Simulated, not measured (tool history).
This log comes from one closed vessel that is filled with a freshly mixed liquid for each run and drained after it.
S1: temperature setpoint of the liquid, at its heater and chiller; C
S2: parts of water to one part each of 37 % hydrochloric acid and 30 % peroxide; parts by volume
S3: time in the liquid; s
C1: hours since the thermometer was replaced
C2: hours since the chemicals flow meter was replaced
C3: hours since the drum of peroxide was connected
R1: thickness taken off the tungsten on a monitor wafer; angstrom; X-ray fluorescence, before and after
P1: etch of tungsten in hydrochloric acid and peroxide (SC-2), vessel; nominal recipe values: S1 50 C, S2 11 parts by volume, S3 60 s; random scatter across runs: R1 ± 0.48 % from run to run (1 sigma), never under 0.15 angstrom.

{"run": 1, "hour": 5.0, "S1": 50, "S2": 11, "S3": 60, "C1": 1315.7, "C2": 619.4, "C3": 740.9, "R1": 110.84}
{"run": 2, "hour": 14.5, "S1": 50, "S2": 11, "S3": 60, "C1": 1325.2, "C2": 628.9, "C3": 750.4, "R1": 110.61}
{"hour": 14.6, "done": "new drum of peroxide connected"}
{"run": 3, "hour": 23.3, "S1": 50, "S2": 11, "S3": 60, "C1": 1334, "C2": 637.7, "C3": 8.7, "R1": 110.85}
{"run": 4, "hour": 33.7, "S1": 39.5, "S2": 11, "S3": 30, "C1": 1344.4, "C2": 648.1, "C3": 19.1, "R1": 26.65}
{"run": 5, "hour": 44.0, "S1": 59.5, "S2": 11, "S3": 60, "C1": 1354.7, "C2": 658.4, "C3": 29.4, "R1": 203.54}
{"run": 6, "hour": 50.8, "S1": 50, "S2": 11, "S3": 110, "C1": 1361.5, "C2": 665.2, "C3": 36.2, "R1": 204.02}
{"run": 7, "hour": 58.8, "S1": 50, "S2": 4, "S3": 60, "C1": 1369.5, "C2": 673.2, "C3": 44.2, "R1": 240.02}
{"run": 8, "hour": 66.6, "S1": 50, "S2": 19.5, "S3": 60, "C1": 1377.3, "C2": 681, "C3": 52, "R1": 67.281}
{"run": 9, "hour": 75.4, "S1": 50, "S2": 11, "S3": 60, "C1": 1386.1, "C2": 689.8, "C3": 60.8, "R1": 110.7}

Forecast run 10:
{"run": 10, "hour": 80.9, "S1": 37, "S2": 11, "S3": 60, "C1": 1391.6, "C2": 695.3, "C3": 66.3, "R1": "?"}

R1: 45.438 angstrom
